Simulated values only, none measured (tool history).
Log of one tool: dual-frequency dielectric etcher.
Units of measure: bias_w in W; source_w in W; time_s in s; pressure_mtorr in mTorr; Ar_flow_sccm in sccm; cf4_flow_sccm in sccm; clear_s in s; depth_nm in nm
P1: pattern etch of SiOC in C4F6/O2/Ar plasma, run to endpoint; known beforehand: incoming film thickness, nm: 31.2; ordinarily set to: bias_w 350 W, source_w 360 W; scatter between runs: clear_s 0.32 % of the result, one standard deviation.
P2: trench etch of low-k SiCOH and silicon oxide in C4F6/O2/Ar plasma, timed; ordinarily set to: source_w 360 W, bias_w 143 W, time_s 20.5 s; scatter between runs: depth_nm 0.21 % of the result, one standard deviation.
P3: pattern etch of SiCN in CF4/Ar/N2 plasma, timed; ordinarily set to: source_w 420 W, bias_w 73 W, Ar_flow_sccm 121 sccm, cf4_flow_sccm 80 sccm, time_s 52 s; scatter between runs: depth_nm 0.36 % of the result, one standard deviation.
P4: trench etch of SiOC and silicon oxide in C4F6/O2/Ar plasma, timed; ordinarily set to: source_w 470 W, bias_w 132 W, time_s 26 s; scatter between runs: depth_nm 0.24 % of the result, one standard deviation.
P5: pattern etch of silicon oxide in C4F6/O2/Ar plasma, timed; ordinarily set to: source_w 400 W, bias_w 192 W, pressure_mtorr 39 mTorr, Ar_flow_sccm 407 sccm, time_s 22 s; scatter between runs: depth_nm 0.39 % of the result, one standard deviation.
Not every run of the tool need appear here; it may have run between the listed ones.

run,day,process,bias_w,source_w,time_s,pressure_mtorr,Ar_flow_sccm,cf4_flow_sccm,hours since the last wet clean,hours since the last bias power generator calibration,hours since the last source power generator calibration,clear_s,depth_nm
1,0.671,P1,350,360,,,,,327.6,762,1536.3,12.343,
2,1.242,P4,132,350,26,,,,341.3,775.7,1550,,45.512
3,1.712,P5,192,400,22,39,407,,352.6,787,1561.3,,68.408
4,2.2,P1,244,360,,,,,364.3,798.7,1573,13.977,
5,2.629,P1,350,360,,,,,374.6,809,1583.3,12.334,
6,3.15,P5,192,400,22,47.5,407,,387.1,821.5,1595.8,,66.808
7,3.788,P3,73,420,67,,121,80,402.4,836.8,1611.1,,54.446
8,4.196,P4,132,470,26,,,,412.2,846.6,1620.9,,50.994
9,4.646,P1,350,360,,,,,423,857.4,1631.7,12.303,
10,5.238,P1,350,360,,,,,437.2,871.6,1645.9,12.32,
11,5.967,P3,73,420,52,,121,80,454.7,889.1,1663.4,,42.48
12,6.538,P2,143,360,26.5,,,,468.4,902.8,1677.1,,74.729
13,7.058,P5,192,550,22,39,407,,480.9,915.3,1689.6,,77.586
14,7.858,P1,267,280,,,,,500.1,934.5,1708.8,14.913,
15,8.517,P3,73,420,52,,121,80,515.9,950.3,1724.6,,41.979
16,9.058,P5,192,400,12,39,407,,528.9,963.3,1737.6,,37.483
17,9.667,P1,350,460,,,,,543.5,977.9,1752.2,11.225,
18,10.367,P2,143,360,20.5,,,,560.3,994.7,1769,,57.656
19,11.108,P2,176,360,20.5,,,,578.1,1012.5,1786.8,,61.397
20,11.642,P5,192,400,22,39,488,,590.9,1025.3,1799.6,,66.648
# day 12.238: bias power generator calibrated
21,12.438,P2,143,490,20.5,,,,610,4.9,1818.7,,64.773
22,12.912,P4,171,470,26,,,,621.4,16.3,1830.1,,55.448
23,13.675,P3,73,420,52,,171,80,639.7,34.6,1848.4,,40.296
24,14.117,P3,73,340,52,,121,80,650.3,45.2,1859,,35.142
25,14.592,P3,73,420,52,,121,98,661.7,56.6,1870.4,,43.602
26,15.292,P1,350,280,,,,,678.5,73.4,1887.2,13.54,
27,15.8,P2,143,360,20.5,,,,690.7,85.6,1899.4,,57.536
28,16.175,P1,413,360,,,,,699.7,94.6,1908.4,11.626,
29,16.558,P4,132,470,16.5,,,,708.9,103.8,1917.6,,32.436
30,16.975,P1,248,480,,,,,718.9,113.8,1927.6,12.458,
31,17.583,P1,350,360,,,,,733.5,128.4,1942.2,12.283,
32,17.946,P3,103,420,52,,121,80,742.2,137.1,1950.9,,48.015
33,18.308,P5,256,400,22,39,407,,750.9,145.8,1959.6,,75.31
34,18.733,P1,350,360,,,,,761.1,156,1969.8,12.326,
35,19.104,P1,350,360,,,,,770,164.9,1978.7,12.305,
36,19.5,P1,350,360,,,,,779.5,174.4,1988.2,12.23,
37,20.121,P1,350,360,,,,,794.4,189.3,2003.1,12.185,
38,20.617,P1,350,360,,,,,806.3,201.2,2015,12.203,
39,21.117,P1,350,360,,,,,818.3,213.2,2027,12.191,
40,21.504,P1,350,360,,,,,827.6,222.5,2036.3,12.183,
41,22,P1,350,360,,,,,839.5,234.4,2048.2,12.141,
# day 22.008: wet clean of the chamber
42,22.625,P1,350,360,,,,,14.8,249.4,2063.2,12.185,
43,23.271,P1,350,360,,,,,30.3,264.9,2078.7,12.122,
44,23.75,P1,350,360,,,,,41.8,276.4,2090.2,12.146,
45,24.304,P1,350,360,,,,,55.1,289.7,2103.5,12.134,

Something has made what P1 gives creep away from where it was; the 2 causes below, each at its own stated size, fit the log equally well:
A: bias power that arrives over what is set, % = 4.62
B: source power that arrives over what is set, % = 4.39
Onset of the creep was near day 18.733.
Why every other cause is out:
chamber walls in a state that raises the etch rate, %: maintenance at day 22.008, after the shift began, did not return the process to its former output

Of the 4 check runs below, each run on 2 wafers with the results averaged and each result still a question mark, which one would tell the listed causes apart?
check 1,24.858,P2,143,360,20.5,,,,,,,,?
check 2,24.858,P5,192,400,22,39,407,,,,,,?
check 3,24.858,P3,73,420,52,,121,80,,,,,?
check 4,24.858,P4,132,470,26,,,,,,,,?

What each check would give under each cause:
check,result,if A,if B
check 1,depth_nm,58.457,58.646
check 2,depth_nm,69.489,69.638
check 3,depth_nm,43.032,43.975
check 4,depth_nm,51.811,52.015
Separation of the two closest causes in each check, using whichever result separates them best: check 1 0.32 %; check 2 0.21 %; check 3 2.17 %; check 4 0.39 %
Of the check runs offered, only check 3 discriminates between the causes; the rest would read about the same regardless of which cause applies.

Check 3 was carried out, with these results: depth_nm 43.212 nm. Which of the listed causes is responsible?

The cause is A: bias power that arrives over what is set, %.
